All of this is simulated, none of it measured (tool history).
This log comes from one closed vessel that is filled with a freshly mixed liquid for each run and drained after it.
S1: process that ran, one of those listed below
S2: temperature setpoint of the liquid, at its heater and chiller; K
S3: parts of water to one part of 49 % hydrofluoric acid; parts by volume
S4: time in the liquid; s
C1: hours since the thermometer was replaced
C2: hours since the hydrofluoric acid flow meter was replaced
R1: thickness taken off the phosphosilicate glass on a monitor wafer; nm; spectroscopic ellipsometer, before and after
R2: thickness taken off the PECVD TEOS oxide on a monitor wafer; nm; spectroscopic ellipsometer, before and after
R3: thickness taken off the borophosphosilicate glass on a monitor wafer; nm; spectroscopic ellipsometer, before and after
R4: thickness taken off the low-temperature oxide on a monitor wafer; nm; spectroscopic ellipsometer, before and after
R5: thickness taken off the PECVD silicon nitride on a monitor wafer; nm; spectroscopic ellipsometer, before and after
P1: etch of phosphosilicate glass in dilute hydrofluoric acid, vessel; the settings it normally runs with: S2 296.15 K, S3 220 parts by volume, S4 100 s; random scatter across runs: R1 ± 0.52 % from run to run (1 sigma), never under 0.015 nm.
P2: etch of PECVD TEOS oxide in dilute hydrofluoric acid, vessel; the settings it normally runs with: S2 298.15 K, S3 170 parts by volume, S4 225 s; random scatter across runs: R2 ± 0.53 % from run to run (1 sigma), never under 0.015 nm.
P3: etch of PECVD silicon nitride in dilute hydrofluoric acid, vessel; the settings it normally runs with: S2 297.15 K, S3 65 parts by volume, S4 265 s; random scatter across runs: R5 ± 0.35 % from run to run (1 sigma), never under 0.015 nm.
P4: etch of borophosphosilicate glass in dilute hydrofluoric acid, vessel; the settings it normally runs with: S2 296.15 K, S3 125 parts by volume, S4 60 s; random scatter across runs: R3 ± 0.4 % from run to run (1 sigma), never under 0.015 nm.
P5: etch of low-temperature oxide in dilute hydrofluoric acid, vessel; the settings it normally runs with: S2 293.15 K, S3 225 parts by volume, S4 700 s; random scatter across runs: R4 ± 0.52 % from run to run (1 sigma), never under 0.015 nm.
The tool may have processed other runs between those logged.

{"run": 1, "hour": 8.4, "S1": "P1", "S2": 296.15, "S3": 220, "S4": 100, "C1": 306.4, "C2": 219.8, "R1": 28.176}
{"run": 2, "hour": 23.6, "S1": "P2", "S2": 298.15, "S3": 170, "S4": 225, "C1": 321.6, "C2": 235.0, "R2": 22.562}
{"run": 3, "hour": 35.1, "S1": "P4", "S2": 296.15, "S3": 125, "S4": 30, "C1": 333.1, "C2": 246.5, "R3": 11.66}
{"run": 4, "hour": 50.7, "S1": "P5", "S2": 293.15, "S3": 225, "S4": 700, "C1": 348.7, "C2": 262.1, "R4": 24.139}
{"run": 5, "hour": 61.7, "S1": "P2", "S2": 298.15, "S3": 60, "S4": 225, "C1": 359.7, "C2": 273.1, "R2": 73.817}
{"run": 6, "hour": 76.3, "S1": "P4", "S2": 290.65, "S3": 125, "S4": 60, "C1": 374.3, "C2": 287.7, "R3": 18.705}
{"run": 7, "hour": 85.9, "S1": "P1", "S2": 296.15, "S3": 220, "S4": 100, "C1": 383.9, "C2": 297.3, "R1": 27.979}
{"run": 8, "hour": 100.1, "S1": "P5", "S2": 293.15, "S3": 360, "S4": 700, "C1": 398.1, "C2": 311.5, "R4": 13.539}
{"run": 9, "hour": 109.8, "S1": "P3", "S2": 297.15, "S3": 65, "S4": 265, "C1": 407.8, "C2": 321.2, "R5": 12.238}
{"run": 10, "hour": 124.8, "S1": "P1", "S2": 296.15, "S3": 220, "S4": 145, "C1": 422.8, "C2": 336.2, "R1": 40.466}
{"run": 11, "hour": 138.6, "S1": "P1", "S2": 296.15, "S3": 220, "S4": 100, "C1": 436.6, "C2": 350.0, "R1": 28.015}
{"run": 12, "hour": 154.7, "S1": "P5", "S2": 293.15, "S3": 225, "S4": 145, "C1": 452.7, "C2": 366.1, "R4": 5.057}
{"run": 13, "hour": 167.9, "S1": "P1", "S2": 296.15, "S3": 220, "S4": 100, "C1": 465.9, "C2": 379.3, "R1": 27.956}
{"run": 14, "hour": 177.2, "S1": "P1", "S2": 296.15, "S3": 220, "S4": 100, "C1": 475.2, "C2": 388.6, "R1": 28.21}
{"run": 15, "hour": 185.1, "S1": "P2", "S2": 302.65, "S3": 170, "S4": 225, "C1": 483.1, "C2": 396.5, "R2": 26.768}
{"run": 16, "hour": 195.2, "S1": "P1", "S2": 301.65, "S3": 220, "S4": 100, "C1": 493.2, "C2": 406.6, "R1": 34.026}
{"run": 17, "hour": 207.6, "S1": "P2", "S2": 298.15, "S3": 170, "S4": 440, "C1": 505.6, "C2": 419.0, "R2": 44.61}
{"run": 18, "hour": 223.9, "S1": "P3", "S2": 297.15, "S3": 65, "S4": 60, "C1": 521.9, "C2": 435.3, "R5": 2.7902}
{"run": 19, "hour": 231.4, "S1": "P1", "S2": 304.15, "S3": 295, "S4": 100, "C1": 529.4, "C2": 442.8, "R1": 25.178}
{"run": 20, "hour": 240.0, "S1": "P1", "S2": 296.15, "S3": 220, "S4": 100, "C1": 538.0, "C2": 451.4, "R1": 28.171}
{"run": 21, "hour": 252.7, "S1": "P4", "S2": 296.15, "S3": 125, "S4": 60, "C1": 550.7, "C2": 464.1, "R3": 23.176}
{"run": 22, "hour": 269.2, "S1": "P1", "S2": 290.15, "S3": 220, "S4": 100, "C1": 567.2, "C2": 480.6, "R1": 22.337}
{"run": 23, "hour": 281.5, "S1": "P5", "S2": 300.15, "S3": 225, "S4": 700, "C1": 579.5, "C2": 492.9, "R4": 31.326}
{"run": 24, "hour": 298.3, "S1": "P3", "S2": 297.15, "S3": 105, "S4": 265, "C1": 596.3, "C2": 509.7, "R5": 7.6795}
{"run": 25, "hour": 311.4, "S1": "P3", "S2": 303.65, "S3": 65, "S4": 265, "C1": 609.4, "C2": 522.8, "R5": 18.918}
{"hour": 311.5, "done": "thermometer replaced"}
{"run": 26, "hour": 327.9, "S1": "P4", "S2": 296.15, "S3": 125, "S4": 60, "C1": 16.4, "C2": 539.3, "R3": 23.407}
{"run": 27, "hour": 339.4, "S1": "P1", "S2": 290.15, "S3": 220, "S4": 35, "C1": 27.9, "C2": 550.8, "R1": 7.8205}
{"run": 28, "hour": 348.9, "S1": "P1", "S2": 296.15, "S3": 50, "S4": 100, "C1": 37.4, "C2": 560.3, "R1": 149.99}
{"run": 29, "hour": 356.2, "S1": "P4", "S2": 296.15, "S3": 215, "S4": 60, "C1": 44.7, "C2": 567.6, "R3": 12.25}
{"run": 30, "hour": 370.8, "S1": "P1", "S2": 296.15, "S3": 370, "S4": 100, "C1": 59.3, "C2": 582.2, "R1": 14.598}

Run 31 comes next. What will it give?
{"run": 31, "hour": 382.5, "S1": "P1", "S2": 296.15, "S3": 220, "S4": 30, "C1": 71.0, "C2": 593.9, "R1": "?"}

{"run 31": {"R1": 8.4625}}
